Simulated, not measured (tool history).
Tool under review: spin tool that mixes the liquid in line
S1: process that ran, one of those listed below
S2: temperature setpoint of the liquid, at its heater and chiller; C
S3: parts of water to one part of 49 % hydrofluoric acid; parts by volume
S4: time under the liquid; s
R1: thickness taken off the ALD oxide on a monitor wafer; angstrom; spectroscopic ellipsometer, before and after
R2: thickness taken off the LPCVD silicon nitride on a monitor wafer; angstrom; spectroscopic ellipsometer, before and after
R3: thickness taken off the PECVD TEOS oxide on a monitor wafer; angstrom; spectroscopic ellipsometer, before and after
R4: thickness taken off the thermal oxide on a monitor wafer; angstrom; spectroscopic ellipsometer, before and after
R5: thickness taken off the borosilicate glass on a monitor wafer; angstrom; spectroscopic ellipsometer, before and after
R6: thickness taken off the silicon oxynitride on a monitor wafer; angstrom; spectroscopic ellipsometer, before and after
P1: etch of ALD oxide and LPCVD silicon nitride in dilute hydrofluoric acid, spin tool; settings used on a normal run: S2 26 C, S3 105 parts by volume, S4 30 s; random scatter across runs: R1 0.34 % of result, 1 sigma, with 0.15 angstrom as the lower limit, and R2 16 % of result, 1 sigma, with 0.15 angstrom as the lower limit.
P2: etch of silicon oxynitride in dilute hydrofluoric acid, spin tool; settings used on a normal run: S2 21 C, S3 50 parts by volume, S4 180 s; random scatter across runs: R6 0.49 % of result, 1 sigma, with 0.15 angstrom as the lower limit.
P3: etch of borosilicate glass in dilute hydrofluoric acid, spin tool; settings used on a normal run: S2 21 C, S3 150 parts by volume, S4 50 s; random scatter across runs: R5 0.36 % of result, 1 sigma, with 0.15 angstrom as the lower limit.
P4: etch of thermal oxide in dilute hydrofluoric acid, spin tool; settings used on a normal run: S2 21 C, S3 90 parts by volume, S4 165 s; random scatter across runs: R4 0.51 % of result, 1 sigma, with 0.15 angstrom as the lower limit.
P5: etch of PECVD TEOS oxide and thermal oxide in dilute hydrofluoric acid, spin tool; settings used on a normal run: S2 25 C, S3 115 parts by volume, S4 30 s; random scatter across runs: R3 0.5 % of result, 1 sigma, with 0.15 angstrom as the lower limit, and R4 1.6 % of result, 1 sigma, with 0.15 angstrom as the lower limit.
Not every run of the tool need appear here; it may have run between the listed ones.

{"run": 1, "day": 0.412, "S1": "P1", "S2": 26, "S3": 105, "S4": 30, "R1": 69.612, "R2": 1.4326}
{"run": 2, "day": 0.95, "S1": "P5", "S2": 25, "S3": 115, "S4": 50, "R3": 110.46, "R4": 20.737}
{"run": 3, "day": 1.292, "S1": "P3", "S2": 21, "S3": 150, "S4": 95, "R5": 155.51}
{"run": 4, "day": 1.933, "S1": "P1", "S2": 26, "S3": 105, "S4": 30, "R1": 69.994, "R2": 1.5032}
{"run": 5, "day": 2.388, "S1": "P1", "S2": 26, "S3": 105, "S4": 60, "R1": 138.32, "R2": 3.0786}
{"run": 6, "day": 2.875, "S1": "P1", "S2": 31, "S3": 105, "S4": 15, "R1": 41.836, "R2": 0.88929}
{"run": 7, "day": 3.196, "S1": "P2", "S2": 28, "S3": 50, "S4": 180, "R6": 162.81}
{"run": 8, "day": 3.754, "S1": "P3", "S2": 21, "S3": 245, "S4": 50, "R5": 45.16}
{"run": 9, "day": 4.421, "S1": "P5", "S2": 25, "S3": 115, "S4": 30, "R3": 66.506, "R4": 12.51}
{"run": 10, "day": 4.792, "S1": "P3", "S2": 21, "S3": 150, "S4": 50, "R5": 80.92}
{"run": 11, "day": 5.383, "S1": "P3", "S2": 21, "S3": 150, "S4": 50, "R5": 81.653}
{"run": 12, "day": 6.046, "S1": "P2", "S2": 21, "S3": 30, "S4": 180, "R6": 194.85}
{"run": 13, "day": 6.383, "S1": "P1", "S2": 26, "S3": 105, "S4": 30, "R1": 69.385, "R2": 1.2025}
{"run": 14, "day": 6.783, "S1": "P1", "S2": 32.5, "S3": 105, "S4": 30, "R1": 88.507, "R2": 2.0988}
{"run": 15, "day": 7.238, "S1": "P4", "S2": 21, "S3": 90, "S4": 165, "R4": 75.602}
{"run": 16, "day": 7.762, "S1": "P4", "S2": 21, "S3": 20, "S4": 165, "R4": 368.96}
{"run": 17, "day": 8.367, "S1": "P1", "S2": 26, "S3": 45, "S4": 30, "R1": 176.02, "R2": 3.1223}
{"run": 18, "day": 8.821, "S1": "P4", "S2": 25, "S3": 90, "S4": 165, "R4": 88.346}
{"run": 19, "day": 9.212, "S1": "P4", "S2": 21, "S3": 90, "S4": 330, "R4": 149.54}
{"run": 20, "day": 9.862, "S1": "P1", "S2": 20.5, "S3": 105, "S4": 30, "R1": 55.785, "R2": 1.1564}
{"run": 21, "day": 10.425, "S1": "P1", "S2": 26, "S3": 105, "S4": 30, "R1": 69.232, "R2": 1.3373}
{"run": 22, "day": 10.729, "S1": "P3", "S2": 28.5, "S3": 150, "S4": 50, "R5": 108.2}
{"run": 23, "day": 11.288, "S1": "P1", "S2": 26, "S3": 105, "S4": 15, "R1": 34.865, "R2": 1.0518}
{"run": 24, "day": 11.692, "S1": "P2", "S2": 21, "S3": 50, "S4": 15, "R6": 9.4008}
{"run": 25, "day": 12.025, "S1": "P1", "S2": 20, "S3": 105, "S4": 50, "R1": 91.317, "R2": 1.5857}
{"run": 26, "day": 12.542, "S1": "P5", "S2": 31, "S3": 115, "S4": 30, "R3": 83.328, "R4": 15.545}
{"run": 27, "day": 12.85, "S1": "P5", "S2": 25, "S3": 210, "S4": 30, "R3": 32.605, "R4": 5.9567}
{"run": 28, "day": 13.404, "S1": "P5", "S2": 25, "S3": 115, "S4": 30, "R3": 66.414, "R4": 12.469}
{"run": 29, "day": 13.7, "S1": "P1", "S2": 26, "S3": 105, "S4": 30, "R1": 69.064, "R2": 1.1963}
{"run": 30, "day": 14.338, "S1": "P2", "S2": 21, "S3": 50, "S4": 180, "R6": 115.08}
{"run": 31, "day": 14.629, "S1": "P1", "S2": 26, "S3": 165, "S4": 30, "R1": 41.295, "R2": 0.9526}
{"run": 32, "day": 15.288, "S1": "P1", "S2": 26, "S3": 105, "S4": 30, "R1": 69.738, "R2": 1.578}
{"run": 33, "day": 15.596, "S1": "P1", "S2": 26, "S3": 105, "S4": 30, "R1": 69.575, "R2": 1.5698}
{"run": 34, "day": 16.108, "S1": "P1", "S2": 26, "S3": 105, "S4": 30, "R1": 72.803, "R2": 1.2982}
{"run": 35, "day": 16.442, "S1": "P1", "S2": 26, "S3": 105, "S4": 30, "R1": 73.693, "R2": 1.4746}
{"run": 36, "day": 16.967, "S1": "P1", "S2": 26, "S3": 105, "S4": 30, "R1": 75.432, "R2": 1.6045}
{"run": 37, "day": 17.442, "S1": "P1", "S2": 26, "S3": 105, "S4": 30, "R1": 75.485, "R2": 1.5152}
{"run": 38, "day": 18.062, "S1": "P1", "S2": 26, "S3": 105, "S4": 30, "R1": 75.42, "R2": 1.1638}

Run 39, settings as shown, results not yet in. Your forecast:
{"run": 39, "day": 18.454, "S1": "P1", "S2": 26, "S3": 105, "S4": 30, "R1": "?", "R2": "?"}

R1: 76.248 angstrom
R2: 1.2984 angstrom
